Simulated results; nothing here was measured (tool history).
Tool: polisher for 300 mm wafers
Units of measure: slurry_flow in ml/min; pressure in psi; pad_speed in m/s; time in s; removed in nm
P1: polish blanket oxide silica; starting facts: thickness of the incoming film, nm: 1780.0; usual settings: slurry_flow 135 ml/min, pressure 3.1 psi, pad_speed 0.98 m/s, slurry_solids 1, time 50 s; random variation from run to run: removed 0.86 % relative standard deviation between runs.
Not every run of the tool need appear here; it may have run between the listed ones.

run,hour,slurry_flow,pressure,pad_speed,slurry_solids,time,removed
1,9.1,135,3.1,0.98,1,50,105.13
2,14.5,135,4.9,0.98,1,50,170.74
3,23.9,135,3.1,0.98,1,50,105.21
4,29.8,170,3.1,0.64,1,50,78.452
5,36.1,135,4.5,0.98,1.4,50,175.34
6,41.9,135,3.1,0.98,1,77,163.42
7,51.8,135,3.1,0.98,0.5,50,72.425
8,56.9,135,3.1,0.98,1,50,107.01
9,68.4,80,3.1,0.98,1,50,92.319
10,74.2,135,1.4,0.98,1,50,47.302
# hour 77.9: slurry blender recalibrated
11,82.4,135,3.1,0.98,1,22,46.724
12,89.3,175,3.1,0.98,1,50,110.58
13,100.5,135,3.1,0.98,1,50,104.93
14,110.5,135,1.5,1.42,1,50,68.23
15,116.8,135,3.1,0.98,1.25,50,113.44
16,123.9,135,3.1,0.98,1,50,104.39
17,129.3,135,3.1,1.52,1,50,151.56
18,140,135,3.1,0.66,1,50,76.618
19,151,135,3.1,0.98,1,50,105.88
20,158.4,135,3.1,0.98,1,50,102.76
21,169.5,135,3.1,0.98,1,50,99.923
22,177.6,135,3.1,0.98,1,50,98.586
23,183.3,135,3.1,0.98,1,50,96.446
# hour 184.9: conditioning disc replaced and pad reconditioned
24,191.5,135,3.1,0.98,1,50,96.479
25,200.7,135,3.1,0.98,1,50,96.299
# hour 204.9: worn pad replaced by a new one
# hour 206.6: slurry blender recalibrated
26,208.5,135,3.1,0.98,1,50,95.594
27,219.1,135,3.1,0.98,1,50,95.378
28,229.3,135,3.1,0.98,1,50,95.744

P1 has crept away from where it was. The log is fitted equally well by each of these 2 causes, at the sizes shown:
A: slurry flow missing at the pad, % = 35.9
B: head's pressure below its setpoint, % = 9.98
Onset of the creep was near hour 151.
What rules out each remaining cause:
removal rate lost through wear of the pad, %: maintenance at hour 204.9, after the shift began, did not return the process to its former output
abrasive missing from the slurry, %: maintenance at hour 206.6, after the shift began, did not return the process to its former output
time polished since the conditioner stopped cutting, s: maintenance at hour 184.9, after the shift began, did not return the process to its former output

The 4 check runs listed below each average the results of 2 wafers, and their outcomes are marked with question marks. Under which run would the listed causes produce clearly different results?
check 1,239.5,80,3.1,0.98,1,27,?
check 2,239.5,135,4.7,0.98,1,71,?
check 3,239.5,135,3.1,1.52,1,25,?
check 4,239.5,135,3.1,0.98,0.55,76,?

What each check would give under each cause:
check,result,if A,if B
check 1,removed,42.518,45.099
check 2,removed,204.43,204.41
check 3,removed,67.449,67.443
check 4,removed,105.2,105.19
Per check, the gap between the least separated pair of causes, taken in the result that splits them most: check 1 5.89 %; check 2 0.01 %; check 3 0.01 %; check 4 0.01 %
Check 1 tells the causes apart: in the others they would give nearly the same result.

After running check 1, the following was obtained: removed 42.536 nm. Which cause does this point to?

The cause is A: slurry flow missing at the pad, %.
